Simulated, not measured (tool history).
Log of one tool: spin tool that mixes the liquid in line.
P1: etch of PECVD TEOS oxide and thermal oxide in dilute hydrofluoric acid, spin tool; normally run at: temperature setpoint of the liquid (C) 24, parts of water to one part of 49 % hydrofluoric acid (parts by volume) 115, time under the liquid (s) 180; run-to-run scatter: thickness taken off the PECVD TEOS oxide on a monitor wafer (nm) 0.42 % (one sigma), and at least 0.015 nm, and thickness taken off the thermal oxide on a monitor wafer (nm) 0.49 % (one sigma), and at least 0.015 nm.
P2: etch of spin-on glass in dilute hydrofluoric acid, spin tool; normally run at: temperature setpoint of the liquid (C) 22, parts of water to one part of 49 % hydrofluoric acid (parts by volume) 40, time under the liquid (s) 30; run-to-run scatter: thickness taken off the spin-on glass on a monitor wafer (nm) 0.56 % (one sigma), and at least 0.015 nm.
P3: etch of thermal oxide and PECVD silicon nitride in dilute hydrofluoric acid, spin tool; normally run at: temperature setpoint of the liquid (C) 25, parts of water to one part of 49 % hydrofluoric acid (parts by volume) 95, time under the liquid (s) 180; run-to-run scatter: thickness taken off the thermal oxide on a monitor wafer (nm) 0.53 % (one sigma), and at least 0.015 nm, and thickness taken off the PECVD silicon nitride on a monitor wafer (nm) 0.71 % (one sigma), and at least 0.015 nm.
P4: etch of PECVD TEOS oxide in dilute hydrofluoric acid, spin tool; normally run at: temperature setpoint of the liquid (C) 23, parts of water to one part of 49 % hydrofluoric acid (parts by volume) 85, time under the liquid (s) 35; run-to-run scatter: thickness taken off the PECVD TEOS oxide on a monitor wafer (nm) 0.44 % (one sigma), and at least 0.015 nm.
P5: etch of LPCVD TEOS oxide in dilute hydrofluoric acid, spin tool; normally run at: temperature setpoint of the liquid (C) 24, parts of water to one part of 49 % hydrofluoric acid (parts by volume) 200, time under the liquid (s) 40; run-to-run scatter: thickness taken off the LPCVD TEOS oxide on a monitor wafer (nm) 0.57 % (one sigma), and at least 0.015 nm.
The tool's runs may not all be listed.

run   hour  process that ran  temperature setpoint of the liquid (C)  parts of water to one part of 49 % hydrofluoric acid (parts by volume)  time under the liquid (s)  hours since the thermometer was replaced  hours since the hydrofluoric acid flow meter was replaced  thickness taken off the PECVD TEOS oxide on a monitor wafer (nm)  thickness taken off the thermal oxide on a monitor wafer (nm)  thickness taken off the spin-on glass on a monitor wafer (nm)  thickness taken off the LPCVD TEOS oxide on a monitor wafer (nm)  thickness taken off the PECVD silicon nitride on a monitor wafer (nm)
  1    9.3                P1                                      24                                                                     115                        180                                     510.2                                                     1280.4                                                            18.393                                                         6.8599
  2   20.1                P4                                      23                                                                     140                         35                                       521                                                     1291.2                                                            6.6607
  3   29.1                P2                                      22                                                                      40                         30                                       530                                                     1300.2                                                                                                                                                                                           27.45
  4   37.7                P2                                    29.5                                                                      40                         30                                     538.6                                                     1308.8                                                                                                                                                                                          36.699
      39.7  -- thermometer replaced
  5   46.2                P1                                      17                                                                     115                        180                                       6.5                                                     1317.3                                                            13.927                                                         5.1491
  6   51.3                P1                                      24                                                                     115                        180                                      11.6                                                     1322.4                                                            18.356                                                         6.8201
  7   61.2                P5                                      24                                                                     110                         40                                      21.5                                                     1332.3                                                                                                                                                                                                                                                            8.3739
  8   69.5                P1                                      24                                                                      45                        180                                      29.8                                                     1340.6                                                            51.933                                                         19.163
  9   79.4                P3                                      25                                                                      95                        180                                      39.7                                                     1350.5                                                                                                                           9.2721                                                                                                                                                                                                  3.9686
 10     85                P5                                      17                                                                     200                         40                                      45.3                                                     1356.1                                                                                                                                                                                                                                                            3.1432
 11   91.4                P2                                      22                                                                      40                         15                                      51.7                                                     1362.5                                                                                                                                                                                          13.668
 12   97.3                P3                                      25                                                                      95                         15                                      57.6                                                     1368.4                                                                                                                          0.76415                                                                                                                                                                                                 0.34633
 13  105.4                P4                                      23                                                                      85                         15                                      65.7                                                     1376.5                                                            4.9955
 14  114.6                P1                                      24                                                                     115                        180                                      74.9                                                     1385.7                                                            18.364                                                         6.8254
 15  122.6                P5                                      24                                                                     200                         40                                      82.9                                                     1393.7                                                                                                                                                                                                                                                            4.1063
 16  129.7                P1                                      24                                                                     115                        180                                        90                                                     1400.8                                                            18.475                                                         6.8314
 17  134.6                P3                                      25                                                                     170                        180                                      94.9                                                     1405.7                                                                                                                           4.8204                                                                                                                                                                                                  2.2123
 18  142.4                P1                                      24                                                                     170                        180                                     102.7                                                     1413.5                                                            11.782                                                         4.3052
 19  149.3                P5                                      24                                                                     200                         80                                     109.6                                                     1420.4                                                                                                                                                                                                                                                            8.2464
 20  154.3                P1                                      24                                                                     115                         55                                     114.6                                                     1425.4                                                            5.6365                                                           2.09
 21  159.5                P3                                      17                                                                      95                        180                                     119.8                                                     1430.6                                                                                                                           6.8064                                                                                                                                                                                                  2.2614
 22  169.4                P1                                      24                                                                     115                        180                                     129.7                                                     1440.5                                                            18.437                                                         6.8371
 23    177                P1                                      29                                                                     115                         55                                     137.3                                                     1448.1                                                            6.8405                                                         2.5302
 24  184.3                P1                                      24                                                                     115                        295                                     144.6                                                     1455.4                                                            30.285                                                         11.211
 25  195.2                P4                                      23                                                                      85                         35                                     155.5                                                     1466.3                                                            11.638
 26  203.6                P1                                    17.5                                                                     115                         15                                     163.9                                                     1474.7                                                            1.2113                                                         0.4566
 27  208.4                P4                                      23                                                                      85                         35                                     168.7                                                     1479.5                                                            11.553
 28  218.9                P4                                      17                                                                      85                         35                                     179.2                                                       1490                                                            9.1076
 29  224.8                P1                                    31.5                                                                     115                        180                                     185.1                                                     1495.9                                                            24.425                                                         9.0644
 30  231.7                P2                                      22                                                                      65                         30                                       192                                                     1502.8                                                                                                                                                                                          16.315
 31  238.5                P1                                      24                                                                     115                        180                                     198.8                                                     1509.6                                                            18.469                                                         6.7981
 32  243.8                P1                                      24                                                                     115                        180                                     204.1                                                     1514.9                                                            18.462                                                         6.8655
 33    251                P1                                      24                                                                     115                        180                                     211.3                                                     1522.1                                                            17.758                                                         6.5963
 34  257.5                P1                                      24                                                                     115                        180                                     217.8                                                     1528.6                                                            17.329                                                         6.3936
 35  267.3                P1                                      24                                                                     115                        180                                     227.6                                                     1538.4                                                            17.093                                                         6.3439
 36  273.9                P1                                      24                                                                     115                        180                                     234.2                                                       1545                                                            17.061                                                         6.2739
 37  283.8                P1                                      24                                                                     115                        180                                     244.1                                                     1554.9                                                            16.925                                                         6.3136
 38  293.6                P1                                      24                                                                     115                        180                                     253.9                                                     1564.7                                                            16.744                                                         6.2165
 39  300.3                P1                                      24                                                                     115                        180                                     260.6                                                     1571.4                                                            16.815                                                         6.2498

What P1 gives has crept away from where it was. These 2 causes fit the log equally well, each at the size given:
A: liquid colder than its thermometer reads (K) = 2.36
B: hydrofluoric acid flow below the setpoint (%) = 7.86
The creep began at about hour 243.8.

4 check runs are offered, one wafer each, their results left as question marks. Which one tells the causes apart?
check 1   307                P3                                      25                                                                     125                        180                                                                                                                                                                                                                                     ?                                                                                                                                                                                                       ?
check 2   307                P2                                      22                                                                      60                         30                                                                                                                                                                                                                                                                                                    ?
check 3   307                P5                                      24                                                                     140                         40                                                                                                                                                                                                                                                                                                                                                                      ?
check 4   307                P4                                      23                                                                     140                         35                                                                                                                                                                      ?

What each check would give under each cause:
  check                                                                 result    if A    if B
check 1          thickness taken off the thermal oxide on a monitor wafer (nm)  6.2625  6.2458
check 1  thickness taken off the PECVD silicon nitride on a monitor wafer (nm)  2.5605   2.754
check 2          thickness taken off the spin-on glass on a monitor wafer (nm)  16.051  16.222
check 3       thickness taken off the LPCVD TEOS oxide on a monitor wafer (nm)  5.7714  5.7504
check 4       thickness taken off the PECVD TEOS oxide on a monitor wafer (nm)  6.0445  6.0299
How far apart the two closest causes lie, in the result that separates them most: check 1 7.29 %; check 2 1.06 %; check 3 0.36 %; check 4 0.24 %
Only check 1 tells the causes apart: in the others they would give nearly the same result.

Check 1 was then run and gave: thickness taken off the thermal oxide on a monitor wafer (nm) 6.2454; thickness taken off the PECVD silicon nitride on a monitor wafer (nm) 2.7099. Which cause is it?

It is B: hydrofluoric acid flow below the setpoint (%).
